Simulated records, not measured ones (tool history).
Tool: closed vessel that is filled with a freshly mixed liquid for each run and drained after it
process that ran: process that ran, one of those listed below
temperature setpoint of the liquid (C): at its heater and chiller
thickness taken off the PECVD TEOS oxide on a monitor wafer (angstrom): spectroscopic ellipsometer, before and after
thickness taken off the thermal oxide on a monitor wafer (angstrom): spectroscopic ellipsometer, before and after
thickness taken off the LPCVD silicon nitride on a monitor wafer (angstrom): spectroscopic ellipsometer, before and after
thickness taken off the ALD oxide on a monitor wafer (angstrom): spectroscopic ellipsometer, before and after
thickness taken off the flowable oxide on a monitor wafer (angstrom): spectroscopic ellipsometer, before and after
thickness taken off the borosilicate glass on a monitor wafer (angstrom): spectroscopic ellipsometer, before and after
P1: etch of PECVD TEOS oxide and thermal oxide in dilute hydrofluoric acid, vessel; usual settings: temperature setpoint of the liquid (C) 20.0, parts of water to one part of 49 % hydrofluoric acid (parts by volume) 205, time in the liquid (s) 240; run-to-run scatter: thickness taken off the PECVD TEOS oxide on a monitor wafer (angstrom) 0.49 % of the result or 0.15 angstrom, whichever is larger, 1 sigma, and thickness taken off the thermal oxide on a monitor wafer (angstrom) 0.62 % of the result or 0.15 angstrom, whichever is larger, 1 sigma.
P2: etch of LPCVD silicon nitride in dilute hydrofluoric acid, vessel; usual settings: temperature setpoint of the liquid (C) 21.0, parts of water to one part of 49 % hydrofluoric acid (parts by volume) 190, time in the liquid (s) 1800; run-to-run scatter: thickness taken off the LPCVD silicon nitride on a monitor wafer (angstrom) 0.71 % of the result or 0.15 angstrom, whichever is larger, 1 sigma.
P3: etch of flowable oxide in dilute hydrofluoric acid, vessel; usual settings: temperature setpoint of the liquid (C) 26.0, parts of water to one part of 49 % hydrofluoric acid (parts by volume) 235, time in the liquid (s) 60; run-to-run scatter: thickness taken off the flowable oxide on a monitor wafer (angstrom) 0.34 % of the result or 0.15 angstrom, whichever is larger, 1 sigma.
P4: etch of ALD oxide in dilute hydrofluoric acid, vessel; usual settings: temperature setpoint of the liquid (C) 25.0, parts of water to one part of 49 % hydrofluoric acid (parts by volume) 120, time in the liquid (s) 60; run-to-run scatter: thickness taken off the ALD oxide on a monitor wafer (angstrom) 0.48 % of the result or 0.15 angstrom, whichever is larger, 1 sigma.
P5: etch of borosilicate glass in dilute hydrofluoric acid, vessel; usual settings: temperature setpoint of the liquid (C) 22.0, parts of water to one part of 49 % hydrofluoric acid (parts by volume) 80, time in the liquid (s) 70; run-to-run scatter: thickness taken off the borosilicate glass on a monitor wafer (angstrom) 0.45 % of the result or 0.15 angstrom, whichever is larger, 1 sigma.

run	day	process that ran	temperature setpoint of the liquid (C)	parts of water to one part of 49 % hydrofluoric acid (parts by volume)	time in the liquid (s)	thickness taken off the PECVD TEOS oxide on a monitor wafer (angstrom)	thickness taken off the thermal oxide on a monitor wafer (angstrom)	thickness taken off the LPCVD silicon nitride on a monitor wafer (angstrom)	thickness taken off the ALD oxide on a monitor wafer (angstrom)	thickness taken off the flowable oxide on a monitor wafer (angstrom)	thickness taken off the borosilicate glass on a monitor wafer (angstrom)
1	0.271	P1	20.0	205	240	80.332	43.9390				
2	0.529	P1	25.5	205	240	98.652	53.9210				
3	0.825	P2	21.0	190	150			3.2441			
4	1.079	P1	20.0	205	30	10.009	5.5684				
5	1.338	P4	25.0	120	60				100.510		
6	1.821	P1	20.0	205	390	129.150	72.1140				
7	2.175	P3	26.0	235	60					83.650	
8	2.562	P5	22.0	80	70						246.34
9	2.879	P5	22.0	80	130						457.62
10	3.362	P1	20.0	205	240	80.816	44.3400				
11	3.854	P4	25.0	175	60				64.019		
12	4.112	P1	20.0	205	240	80.717	44.0770				
13	4.367	P2	27.0	190	1800			52.8390			
14	4.600	P1	20.0	205	240	80.356	44.0450				
15	5.121	P4	25.0	120	30				49.769		
16	5.392	P3	26.0	235	95					132.490	
17	5.888	P1	20.0	280	135	30.771	16.8200				
18	6.296	P3	26.0	45	60					553.070	
19	6.662	P5	22.0	80	70						245.65
20	7.146	P5	17.0	80	70						198.63
21	7.608	P1	27.5	340	240	55.509	30.1890				
22	7.917	P4	30.5	120	60				121.820		
23	8.254	P3	30.0	235	60					95.252	
24	8.742	P1	20.0	340	240	42.833	23.6040				
25	9.117	P1	20.0	205	240	80.589	44.1460				
26	9.462	P2	21.0	75	1800			90.0040			
27	9.733	P1	20.0	205	240	79.361	43.7480				
28	10.271	P1	17.0	205	240	71.012	39.5760				
29	10.804	P2	21.0	190	1800			36.4410			
30	11.317	P5	22.0	130	70						143.44
31	11.592	P1	20.0	205	240	80.015	44.0550				
32	11.929	P1	17.0	130	240	120.850	66.1660				
33	12.412	P4	25.0	120	60				98.798		
34	12.879	P1	20.0	105	240	174.090	96.0350				
35	13.121	P2	21.0	190	1800			36.8330			
36	13.567	P1	20.0	205	240	79.648	43.9900				
37	13.833	P1	20.0	205	240	79.001	43.5420				
38	14.317	P1	20.0	205	240	76.688	42.6350				
39	14.667	P1	20.0	205	240	76.194	41.7260				
40	15.179	P1	20.0	205	240	75.722	41.5110				
41	15.658	P1	20.0	205	240	75.060	41.5770				
42	16.067	P1	20.0	205	240	75.487	41.4720				
43	16.562	P1	20.0	205	240	74.837	41.2960				

What P1 gives has crept away from where it was. These 2 causes fit the log equally well, each at the size given:
A: liquid colder than its thermometer reads (K) = 1.83
B: hydrofluoric acid flow below the setpoint (%) = 5.73
The creep began at about day 13.567.

4 check runs are offered, one wafer each, their results left as question marks. Which one tells the causes apart?
check 1	17.058	P5	22.0	80	70						?
check 2	17.058	P2	21.0	190	1800			?			
check 3	17.058	P4	25.0	120	60				?		
check 4	17.058	P3	26.0	235	60					?	

What each check would give under each cause:
check	result	if A	if B
check 1	thickness taken off the borosilicate glass on a monitor wafer (angstrom)	228.47	230.91
check 2	thickness taken off the LPCVD silicon nitride on a monitor wafer (angstrom)	32.2970	34.3910
check 3	thickness taken off the ALD oxide on a monitor wafer (angstrom)	92.837	93.170
check 4	thickness taken off the flowable oxide on a monitor wafer (angstrom)	78.120	77.418
How far apart the two closest causes lie, in the result that separates them most: check 1 1.06 %; check 2 6.28 %; check 3 0.36 %; check 4 0.9 %
Check 2 tells the causes apart: in the others they would give nearly the same result.

Check 2 was then run and gave: thickness taken off the LPCVD silicon nitride on a monitor wafer (angstrom) 32.3830. Which cause is it?

It is A: liquid colder than its thermometer reads (K).
